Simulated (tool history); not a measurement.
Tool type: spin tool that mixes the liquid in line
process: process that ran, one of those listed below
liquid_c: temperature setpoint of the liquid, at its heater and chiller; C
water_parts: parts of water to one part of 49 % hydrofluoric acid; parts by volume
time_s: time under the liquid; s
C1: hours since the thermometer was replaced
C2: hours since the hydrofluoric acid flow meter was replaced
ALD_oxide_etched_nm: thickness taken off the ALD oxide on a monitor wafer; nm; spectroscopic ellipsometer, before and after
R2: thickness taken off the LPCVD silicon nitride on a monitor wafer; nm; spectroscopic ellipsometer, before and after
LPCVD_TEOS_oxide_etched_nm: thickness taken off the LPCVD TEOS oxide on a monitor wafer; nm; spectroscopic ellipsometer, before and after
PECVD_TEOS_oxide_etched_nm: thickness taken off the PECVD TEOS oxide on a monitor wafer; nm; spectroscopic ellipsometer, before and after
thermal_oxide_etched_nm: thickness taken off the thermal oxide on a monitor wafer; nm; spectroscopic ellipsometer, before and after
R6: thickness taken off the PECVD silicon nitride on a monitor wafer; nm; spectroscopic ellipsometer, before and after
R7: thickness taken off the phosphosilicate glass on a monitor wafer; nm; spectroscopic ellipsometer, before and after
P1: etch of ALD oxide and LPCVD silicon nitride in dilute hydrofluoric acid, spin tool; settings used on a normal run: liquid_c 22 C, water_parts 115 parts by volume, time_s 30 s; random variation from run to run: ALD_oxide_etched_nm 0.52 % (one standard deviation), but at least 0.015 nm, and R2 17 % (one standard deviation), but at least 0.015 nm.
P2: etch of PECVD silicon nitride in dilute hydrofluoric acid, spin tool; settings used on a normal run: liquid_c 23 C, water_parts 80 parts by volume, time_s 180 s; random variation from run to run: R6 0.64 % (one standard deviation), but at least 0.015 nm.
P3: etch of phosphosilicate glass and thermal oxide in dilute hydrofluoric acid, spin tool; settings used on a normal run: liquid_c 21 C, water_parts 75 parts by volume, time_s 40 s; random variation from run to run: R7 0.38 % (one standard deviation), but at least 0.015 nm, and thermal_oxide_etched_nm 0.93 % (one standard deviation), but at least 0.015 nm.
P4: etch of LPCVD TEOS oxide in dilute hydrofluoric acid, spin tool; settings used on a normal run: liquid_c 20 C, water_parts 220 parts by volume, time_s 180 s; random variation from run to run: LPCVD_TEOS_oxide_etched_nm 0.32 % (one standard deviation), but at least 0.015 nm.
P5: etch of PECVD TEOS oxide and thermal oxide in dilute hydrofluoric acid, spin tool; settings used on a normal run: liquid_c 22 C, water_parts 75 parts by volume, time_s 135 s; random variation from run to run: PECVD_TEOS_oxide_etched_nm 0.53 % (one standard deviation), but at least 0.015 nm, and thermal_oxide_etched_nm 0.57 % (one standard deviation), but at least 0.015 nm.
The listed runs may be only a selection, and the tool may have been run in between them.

Run 1, hour 8.8: process P1, liquid_c 22 C, water_parts 115 parts by volume, time_s 30 s; C1 254.4; C2 413.8. Result: ALD_oxide_etched_nm 4.7841 nm, R2 0.128570 nm.
Run 2, hour 18.5: process P4, liquid_c 20 C, water_parts 220 parts by volume, time_s 15 s; C1 264.1; C2 423.5. Result: LPCVD_TEOS_oxide_etched_nm 1.4459 nm.
Run 3, hour 28.9: process P5, liquid_c 22 C, water_parts 75 parts by volume, time_s 70 s; C1 274.5; C2 433.9. Result: PECVD_TEOS_oxide_etched_nm 10.286 nm, thermal_oxide_etched_nm 4.1996 nm.
Run 4, hour 37.6: process P1, liquid_c 22 C, water_parts 115 parts by volume, time_s 50 s; C1 283.2; C2 442.6. Result: ALD_oxide_etched_nm 8.0208 nm, R2 0.180490 nm.
Run 5, hour 46.2: process P4, liquid_c 17 C, water_parts 220 parts by volume, time_s 180 s; C1 291.8; C2 451.2. Result: LPCVD_TEOS_oxide_etched_nm 15.5470 nm.
Run 6, hour 55.4: process P4, liquid_c 20 C, water_parts 220 parts by volume, time_s 180 s; C1 301.0; C2 460.4. Result: LPCVD_TEOS_oxide_etched_nm 17.4970 nm.
Run 7, hour 63.1: process P1, liquid_c 22 C, water_parts 115 parts by volume, time_s 30 s; C1 308.7; C2 468.1. Result: ALD_oxide_etched_nm 4.8159 nm, R2 0.171940 nm.
Run 8, hour 68.1: process P4, liquid_c 20 C, water_parts 220 parts by volume, time_s 180 s; C1 313.7; C2 473.1. Result: LPCVD_TEOS_oxide_etched_nm 17.3970 nm.
Run 9, hour 77.7: process P2, liquid_c 23 C, water_parts 145 parts by volume, time_s 180 s; C1 323.3; C2 482.7. Result: R6 2.7171 nm.
Run 10, hour 88.0: process P5, liquid_c 22 C, water_parts 75 parts by volume, time_s 135 s; C1 333.6; C2 493.0. Result: PECVD_TEOS_oxide_etched_nm 19.811 nm, thermal_oxide_etched_nm 8.2273 nm.
Run 11, hour 94.0: process P1, liquid_c 22 C, water_parts 45 parts by volume, time_s 30 s; C1 339.6; C2 499.0. Result: ALD_oxide_etched_nm 13.3290 nm, R2 0.315610 nm.
Run 12, hour 102.9: process P1, liquid_c 22 C, water_parts 180 parts by volume, time_s 30 s; C1 348.5; C2 507.9. Result: ALD_oxide_etched_nm 2.8781 nm, R2 0.124360 nm.
Run 13, hour 109.4: process P1, liquid_c 22 C, water_parts 115 parts by volume, time_s 30 s; C1 355.0; C2 514.4. Result: ALD_oxide_etched_nm 4.8168 nm, R2 0.181520 nm.
Run 14, hour 117.4: process P2, liquid_c 23 C, water_parts 80 parts by volume, time_s 180 s; C1 363.0; C2 522.4. Result: R6 4.8927 nm.
Run 15, hour 126.0: process P3, liquid_c 21 C, water_parts 75 parts by volume, time_s 40 s; C1 371.6; C2 531.0. Result: thermal_oxide_etched_nm 2.2995 nm, R7 60.441 nm.
Run 16, hour 134.6: process P2, liquid_c 23 C, water_parts 80 parts by volume, time_s 180 s; C1 380.2; C2 539.6. Result: R6 4.8494 nm.
Run 17, hour 139.3: process P3, liquid_c 21 C, water_parts 75 parts by volume, time_s 15 s; C1 384.9; C2 544.3. Result: thermal_oxide_etched_nm 0.8971 nm, R7 22.532 nm.
Run 18, hour 148.7: process P5, liquid_c 22 C, water_parts 105 parts by volume, time_s 135 s; C1 394.3; C2 553.7. Result: PECVD_TEOS_oxide_etched_nm 13.674 nm, thermal_oxide_etched_nm 5.6114 nm.
Run 19, hour 157.1: process P1, liquid_c 17 C, water_parts 115 parts by volume, time_s 30 s; C1 402.7; C2 562.1. Result: ALD_oxide_etched_nm 3.8981 nm, R2 0.090163 nm.
Run 20, hour 165.6: process P2, liquid_c 17 C, water_parts 80 parts by volume, time_s 180 s; C1 411.2; C2 570.6. Result: R6 3.2483 nm.
Run 21, hour 174.2: process P5, liquid_c 17 C, water_parts 75 parts by volume, time_s 135 s; C1 419.8; C2 579.2. Result: PECVD_TEOS_oxide_etched_nm 15.982 nm, thermal_oxide_etched_nm 6.6310 nm.
Run 22, hour 182.0: process P1, liquid_c 22 C, water_parts 115 parts by volume, time_s 30 s; C1 427.6; C2 587.0. Result: ALD_oxide_etched_nm 4.8131 nm, R2 0.102220 nm.
Run 23, hour 189.7: process P1, liquid_c 28 C, water_parts 115 parts by volume, time_s 30 s; C1 435.3; C2 594.7. Result: ALD_oxide_etched_nm 6.0377 nm, R2 0.169790 nm.
Run 24, hour 199.8: process P3, liquid_c 21 C, water_parts 120 parts by volume, time_s 40 s; C1 445.4; C2 604.8. Result: thermal_oxide_etched_nm 1.3971 nm, R7 35.704 nm.
Run 25, hour 205.4: process P5, liquid_c 22 C, water_parts 75 parts by volume, time_s 135 s; C1 451.0; C2 610.4. Result: PECVD_TEOS_oxide_etched_nm 19.904 nm, thermal_oxide_etched_nm 8.1322 nm.
Run 26, hour 211.1: process P1, liquid_c 22 C, water_parts 115 parts by volume, time_s 15 s; C1 456.7; C2 616.1. Result: ALD_oxide_etched_nm 2.3930 nm, R2 0.088033 nm.
Run 27, hour 218.0: process P1, liquid_c 29 C, water_parts 115 parts by volume, time_s 55 s; C1 463.6; C2 623.0. Result: ALD_oxide_etched_nm 11.6750 nm, R2 0.496490 nm.
Run 28, hour 222.7: process P1, liquid_c 22 C, water_parts 45 parts by volume, time_s 60 s; C1 468.3; C2 627.7. Result: ALD_oxide_etched_nm 26.6700 nm, R2 0.628120 nm.

Forecast run 29:
Run 29, hour 232.9: process P2, liquid_c 23 C, water_parts 80 parts by volume, time_s 325 s; C1 478.5; C2 637.9. Result: R6 ?.

{"run 29": {"R6": 8.7943}}
